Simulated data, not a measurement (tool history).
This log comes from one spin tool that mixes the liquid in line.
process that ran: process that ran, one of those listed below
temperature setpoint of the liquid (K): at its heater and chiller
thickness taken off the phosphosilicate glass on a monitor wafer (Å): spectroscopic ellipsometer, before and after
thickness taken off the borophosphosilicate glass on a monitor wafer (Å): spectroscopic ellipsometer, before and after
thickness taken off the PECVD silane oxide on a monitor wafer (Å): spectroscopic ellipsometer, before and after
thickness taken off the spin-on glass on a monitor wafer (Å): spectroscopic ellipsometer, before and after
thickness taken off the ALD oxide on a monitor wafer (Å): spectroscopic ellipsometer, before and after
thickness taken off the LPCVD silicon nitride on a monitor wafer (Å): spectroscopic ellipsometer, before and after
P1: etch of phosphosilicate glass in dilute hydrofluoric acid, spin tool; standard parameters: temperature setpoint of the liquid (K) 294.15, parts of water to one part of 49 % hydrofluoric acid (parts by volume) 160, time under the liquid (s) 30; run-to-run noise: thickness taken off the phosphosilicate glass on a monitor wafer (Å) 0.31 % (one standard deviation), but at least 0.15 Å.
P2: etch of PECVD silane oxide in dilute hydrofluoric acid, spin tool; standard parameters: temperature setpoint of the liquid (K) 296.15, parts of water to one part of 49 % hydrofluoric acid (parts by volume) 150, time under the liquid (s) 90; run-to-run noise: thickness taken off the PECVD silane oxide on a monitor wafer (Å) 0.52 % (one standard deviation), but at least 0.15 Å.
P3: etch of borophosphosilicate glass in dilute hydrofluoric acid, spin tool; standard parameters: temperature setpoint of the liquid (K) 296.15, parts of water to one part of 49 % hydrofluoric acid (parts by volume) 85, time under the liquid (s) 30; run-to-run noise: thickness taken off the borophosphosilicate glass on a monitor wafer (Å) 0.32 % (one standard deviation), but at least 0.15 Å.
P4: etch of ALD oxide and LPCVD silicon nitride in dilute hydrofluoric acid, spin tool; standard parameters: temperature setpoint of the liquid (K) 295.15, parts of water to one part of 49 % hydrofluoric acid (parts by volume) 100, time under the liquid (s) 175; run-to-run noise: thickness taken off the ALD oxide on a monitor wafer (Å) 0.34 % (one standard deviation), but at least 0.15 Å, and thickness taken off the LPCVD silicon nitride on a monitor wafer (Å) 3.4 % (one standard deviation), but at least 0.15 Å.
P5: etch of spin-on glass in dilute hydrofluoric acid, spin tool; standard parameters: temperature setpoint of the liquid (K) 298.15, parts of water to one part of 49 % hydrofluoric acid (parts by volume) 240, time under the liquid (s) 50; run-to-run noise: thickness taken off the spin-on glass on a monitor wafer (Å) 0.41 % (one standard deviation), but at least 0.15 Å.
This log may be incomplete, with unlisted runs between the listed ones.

run	hour	process that ran	temperature setpoint of the liquid (K)	parts of water to one part of 49 % hydrofluoric acid (parts by volume)	time under the liquid (s)	hours since the thermometer was replaced	hours since the hydrofluoric acid flow meter was replaced	thickness taken off the phosphosilicate glass on a monitor wafer (Å)	thickness taken off the borophosphosilicate glass on a monitor wafer (Å)	thickness taken off the PECVD silane oxide on a monitor wafer (Å)	thickness taken off the spin-on glass on a monitor wafer (Å)	thickness taken off the ALD oxide on a monitor wafer (Å)	thickness taken off the LPCVD silicon nitride on a monitor wafer (Å)
1	9.7	P1	294.15	160	30	1459.8	560.4	138.110					
2	24.3	P1	294.15	160	30	1474.4	575.0	138.600					
3	33.4	P3	296.15	35	30	1483.5	584.1		361.220				
4	49.1	P2	296.15	150	90	1499.2	599.8			243.720			
5	60.7	P3	303.65	85	30	1510.8	611.4		186.520				
6	74.0	P5	290.65	240	50	1524.1	624.7				42.875		
7	88.7	P1	294.15	60	30	1538.8	639.4	413.510					
8	105.7	P1	294.15	160	30	1555.8	656.4	138.320					
9	117.2	P3	296.15	85	30	1567.3	667.9		138.230				
10	132.4	P3	296.15	85	15	1582.5	683.1		69.619				
11	147.7	P1	299.65	160	30	1597.8	698.4	171.060					
12	159.5	P3	296.15	85	30	1609.6	710.2		137.970				
13	176.0	P4	295.15	160	175	1626.1	726.7					244.57	5.2269
14	190.1	P2	296.15	150	25	1640.2	740.8			67.694			
15	201.9	P1	294.15	160	50	1652.0	752.6	230.580					
16	210.3	P1	290.15	160	30	1660.4	761.0	118.300					
17	224.9	P4	290.15	100	175	1675.0	775.6					342.82	5.3507
18	236.5	P2	296.15	205	90	1686.6	787.2			167.580			
19	250.9	P1	294.15	280	30	1701.0	801.6	70.167					
20	264.5	P5	298.15	95	50	1714.6	815.2				167.070		
21	278.9	P2	290.15	150	90	1729.0	829.6			191.150			
22	290.1	P1	294.15	160	15	1740.2	840.8	69.143					
23	297.5	P4	295.15	100	290	1747.6	848.2					693.16	13.6160
24	307.1	P5	298.15	240	50	1757.2	857.8				56.213		
25	320.7	P5	298.15	240	50	1770.8	871.4				56.487		
26	328.4	P5	298.15	240	85	1778.5	879.1				95.537		
27	336.0	P1	298.65	55	30	1786.1	886.7	544.700					
28	345.8	P1	294.15	160	30	1795.9	896.5	137.990					

Forecast run 29:
29	361.5	P1	294.15	160	30	1811.6	912.2	?					

{"run 29": {"thickness taken off the phosphosilicate glass on a monitor wafer (Å)": 137.49}}
